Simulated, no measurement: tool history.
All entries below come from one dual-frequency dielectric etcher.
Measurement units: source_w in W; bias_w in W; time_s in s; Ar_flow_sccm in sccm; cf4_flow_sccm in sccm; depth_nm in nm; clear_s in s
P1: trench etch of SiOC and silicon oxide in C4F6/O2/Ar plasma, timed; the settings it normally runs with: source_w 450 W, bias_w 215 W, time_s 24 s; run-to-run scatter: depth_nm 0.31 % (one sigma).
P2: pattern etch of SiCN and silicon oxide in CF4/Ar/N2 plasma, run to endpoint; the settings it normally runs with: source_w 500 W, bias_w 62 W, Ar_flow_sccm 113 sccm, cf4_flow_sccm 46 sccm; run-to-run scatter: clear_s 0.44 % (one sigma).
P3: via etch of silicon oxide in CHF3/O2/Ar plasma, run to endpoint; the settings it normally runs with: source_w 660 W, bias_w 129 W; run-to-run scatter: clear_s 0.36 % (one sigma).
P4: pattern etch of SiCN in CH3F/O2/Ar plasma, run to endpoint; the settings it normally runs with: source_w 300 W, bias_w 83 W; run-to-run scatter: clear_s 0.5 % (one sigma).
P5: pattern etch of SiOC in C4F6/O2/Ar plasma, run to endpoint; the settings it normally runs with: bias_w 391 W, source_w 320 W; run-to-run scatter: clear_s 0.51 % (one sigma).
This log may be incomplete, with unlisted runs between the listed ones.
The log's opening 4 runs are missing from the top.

run	hour	process	source_w	bias_w	time_s	Ar_flow_sccm	cf4_flow_sccm	depth_nm	clear_s
5	21.9	P1	450	215	24			53.726	
6	26.4	P5	200	391					12.639
7	29.5	P5	320	391					10.635
8	33	P4	300	83					16.311
9	37.2	P2	600	62		113	46		14.194
10	40.4	P4	370	83					15.122
11	43.7	P1	450	215	24			53.777	
12	47.1	P1	450	215	16			35.836	
13	51.2	P5	320	524					9.4602
14	53.9	P2	500	62		66	46		15.04
15	56.9	P1	450	215	24			53.881	
16	60.4	P1	450	258	18.5			44.167	
17	63	P1	450	145	31			61.328	
18	67.3	P1	450	259	24			56.913	
19	72	P3	660	129					409.32
20	76.5	P3	800	129					380.86

What does the tool deliver on the next run?
21	81.3	P1	450	215	24			?	

depth_nm: 53.936 nm

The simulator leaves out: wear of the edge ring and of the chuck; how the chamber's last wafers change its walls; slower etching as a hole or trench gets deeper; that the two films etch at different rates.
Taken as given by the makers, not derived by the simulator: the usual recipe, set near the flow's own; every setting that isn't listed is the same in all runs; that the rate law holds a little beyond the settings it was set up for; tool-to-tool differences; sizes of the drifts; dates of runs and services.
